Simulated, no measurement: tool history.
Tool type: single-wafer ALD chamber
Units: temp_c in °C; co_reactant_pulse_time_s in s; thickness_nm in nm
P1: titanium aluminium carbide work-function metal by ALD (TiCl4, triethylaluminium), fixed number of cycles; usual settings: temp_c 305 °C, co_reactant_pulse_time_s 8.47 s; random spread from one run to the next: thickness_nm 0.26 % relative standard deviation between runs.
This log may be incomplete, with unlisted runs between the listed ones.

| run | hour | temp_c | co_reactant_pulse_time_s | hours since the last thermocouple change | hours since the last triethylaluminium bottle change | thickness_nm |
|---|---|---|---|---|---|---|
| 1 | 13.2 | 305 | 8.47 | 1276.5 | 218.2 | 2.0085 |
| 2 | 22.2 | 324 | 8.47 | 1285.5 | 227.2 | 2.1789 |
| 3 | 37.6 | 323 | 5.94 | 1300.9 | 242.6 | 2.0023 |
| 4 | 47.5 | 282 | 8.47 | 1310.8 | 252.5 | 1.8181 |
| 5 | 63.4 | 305 | 2.8 | 1326.7 | 268.4 | 1.3107 |
| 6 | 73.7 | 305 | 8.47 | 1337 | 278.7 | 2.0103 |
| 7 | 87.8 | 323 | 4.99 | 1351.1 | 292.8 | 1.8784 |
| 8 | 105.1 | 305 | 13.98 | 1368.4 | 310.1 | 2.1098 |
| 9 | 120.4 | 305 | 8.47 | 1383.7 | 325.4 | 2.0074 |
| 10 | 138.6 | 305 | 8.47 | 1401.9 | 343.6 | 2.007 |
| 11 | 152.7 | 305 | 8.47 | 1416 | 357.7 | 2.0167 |
| 12 | 168.2 | 305 | 8.47 | 1431.5 | 373.2 | 1.9957 |
| 13 | 181.7 | 305 | 8.47 | 1445 | 386.7 | 1.9748 |
| 14 | 192 | 305 | 8.47 | 1455.3 | 397 | 1.9757 |
| 15 | 205.7 | 305 | 8.47 | 1469 | 410.7 | 1.9639 |
| 16 | 219 | 305 | 8.47 | 1482.3 | 424 | 1.9574 |
| 17 | 234 | 305 | 8.47 | 1497.3 | 439 | 1.9725 |
| 18 | 244.2 | 305 | 8.47 | 1507.5 | 449.2 | 1.9669 |
| 19 | 260.9 | 305 | 8.47 | 1524.2 | 465.9 | 1.9502 |
| 20 | 279.3 | 305 | 8.47 | 1542.6 | 484.3 | 1.9651 |

Compared with where it was, what P1 gives has crept away. Each cause listed below fits the log as well as the rest, at the size given for it:
A: triethylaluminium dose below that of a fresh bottle (%) = 12.4
B: wafer temperature below the value expected at the setpoint (K) = 5.85
The onset of the drift is placed at about hour 152.7.

Each of the 4 check runs below uses one wafer; its results are left as question marks. Which run tells the causes apart?
| check 1 | 297.7 | 287 | 8.47 |  |  | ? |
| check 2 | 297.7 | 305 | 3.25 |  |  | ? |
| check 3 | 297.7 | 318 | 8.47 |  |  | ? |
| check 4 | 297.7 | 314 | 8.47 |  |  | ? |

What each check would give under each cause:
| check | result | if A | if B |
|---|---|---|---|
| check 1 | thickness_nm | 1.8103 | 1.8071 |
| check 2 | thickness_nm | 1.3283 | 1.3959 |
| check 3 | thickness_nm | 2.069 | 2.0712 |
| check 4 | thickness_nm | 2.0353 | 2.0367 |
Per check, the gap between the least separated pair of causes, taken in the result that splits them most: check 1 0.17 %; check 2 4.96 %; check 3 0.1 %; check 4 0.07 %
The causes can be told apart only by check 2. The other checks would give nearly the same results under each of them.

Running check 2 produced the following: thickness_nm 1.3349 nm. Which one of the listed causes fits?

It was cause A: triethylaluminium dose below that of a fresh bottle (%).
